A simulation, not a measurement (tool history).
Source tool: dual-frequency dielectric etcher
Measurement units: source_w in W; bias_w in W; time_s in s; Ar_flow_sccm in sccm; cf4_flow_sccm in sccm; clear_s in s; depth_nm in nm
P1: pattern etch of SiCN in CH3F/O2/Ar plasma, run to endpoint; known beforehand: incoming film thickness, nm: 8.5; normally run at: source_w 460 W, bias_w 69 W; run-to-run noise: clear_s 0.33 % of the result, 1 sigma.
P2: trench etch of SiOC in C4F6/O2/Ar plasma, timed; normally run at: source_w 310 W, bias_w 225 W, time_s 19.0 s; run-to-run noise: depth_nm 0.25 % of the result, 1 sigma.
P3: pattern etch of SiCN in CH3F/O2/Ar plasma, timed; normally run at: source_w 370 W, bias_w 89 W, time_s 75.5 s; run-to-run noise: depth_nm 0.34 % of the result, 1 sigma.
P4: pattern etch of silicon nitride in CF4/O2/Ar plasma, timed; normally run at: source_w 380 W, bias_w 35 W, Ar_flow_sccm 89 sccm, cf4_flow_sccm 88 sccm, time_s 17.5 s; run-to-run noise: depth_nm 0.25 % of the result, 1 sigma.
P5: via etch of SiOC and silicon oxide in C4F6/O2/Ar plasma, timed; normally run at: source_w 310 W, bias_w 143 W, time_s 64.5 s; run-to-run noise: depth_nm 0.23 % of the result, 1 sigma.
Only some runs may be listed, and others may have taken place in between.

run   hour  process  source_w  bias_w  time_s  Ar_flow_sccm  cf4_flow_sccm  clear_s  depth_nm
  1   13.4       P1       460      69                                        22.332
  2   31.6       P3       230      89    75.5                                          24.670
  3   41.4       P2       310     225    19.0                                          38.694
  4   56.7       P4       550      35    17.5            89             88             30.722
  5   67.2       P1       460      69                                        22.377
  6   85.5       P1       570      44                                        23.742
  7  103.6       P1       460      51                                        24.596
  8  112.6       P4       380      35    17.5            59             88             23.479
  9  124.9       P3       370      71    75.5                                          27.466
 10  134.2       P4       380      35    17.5            89             88             22.298
 11  152.1       P2       200     225    19.0                                          32.772
 12  166.6       P5       310     143    64.5                                          63.171
 13  183.1       P3       370      89    48.5                                          19.036
 14  196.0       P1       280      69                                        27.103
 15  211.8       P1       460      69                                        22.325
 16  226.3       P4       380      35    17.5            89             52             20.580
 17  243.8       P5       310     143    64.5                                          62.902
 18  255.0       P2       310     316    19.0                                          43.395
 19  265.4       P4       380      35    10.0            89             88             12.759
 20  278.2       P5       310     143    85.5                                          83.756
 21  294.8       P2       310     225    11.5                                          23.429
 22  305.0       P3       370      89    75.5                                          29.645
 23  320.2       P1       460      89                                        20.500
 24  338.3       P2       310     225    19.0                                          38.683
 25  350.3       P1       610      69                                        20.134
 26  362.6       P1       540      56                                        22.684
 27  378.9       P1       460      69                                        22.310
 28  391.6       P5       310     201    64.5                                          70.255
 29  403.6       P1       460      69                                        22.372
 30  414.1       P3       370      89    75.5                                          29.716
 31  427.3       P5       440     143    64.5                                          72.275
 32  444.2       P4       380      42    17.5            89             88             23.919
 33  457.1       P1       460      69                                        22.277
 34  470.3       P1       460      69                                        22.485
 35  479.7       P1       460      69                                        22.411
 36  494.4       P1       460      69                                        22.628
 37  503.2       P1       460      69                                        22.723
     511.6  -- wet clean of the chamber
 38  515.9       P1       460      69                                        22.713
 39  534.2       P1       460      69                                        22.680
 40  544.4       P1       460      69                                        22.744
 41  553.7       P1       460      69                                        22.634
 42  565.9       P1       460      69                                        22.548
 43  579.9       P1       460      69                                        22.728
 44  597.3       P1       460      69                                        22.693

Compared with where it was, what P1 gives has crept away. Each cause listed below fits the log as well as the rest, at the size given for it:
A: source power that arrives under what is set, % = 4.22
B: bias power that arrives under what is set, % = 4.62
The process output started creeping at around hour 457.1.
What rules out each remaining cause:
chamber walls in a state that lowers the etch rate, %: work on it at hour 511.6, done after the drift set in, did not restore what the process gave before

Of the 4 check runs listed below, each run on one wafer and each result written as a question mark, which would let you distinguish the listed causes because they would give clearly different results?
check 1  614.7       P2       260     301    19.0                                               ?
check 2  614.7       P5       310     172    64.5                                               ?
check 3  614.7       P3       270      89    75.5                                               ?
check 4  614.7       P4       380      35    17.5            89             64                  ?

What each check would give under each cause:
  check    result    if A    if B
check 1  depth_nm  39.351  39.322
check 2  depth_nm  65.690  65.780
check 3  depth_nm  26.000  25.950
check 4  depth_nm  20.526  20.945
Minimum pairwise separation of causes per check, each pair taken at its best-separating result: check 1 0.07 %; check 2 0.14 %; check 3 0.2 %; check 4 2.02 %
Only check 4 tells the causes apart: in the others they would give nearly the same result.

Check 4 was carried out, with these results: depth_nm 20.549 nm. Which of the listed causes is responsible?

It was cause A: source power that arrives under what is set, %.
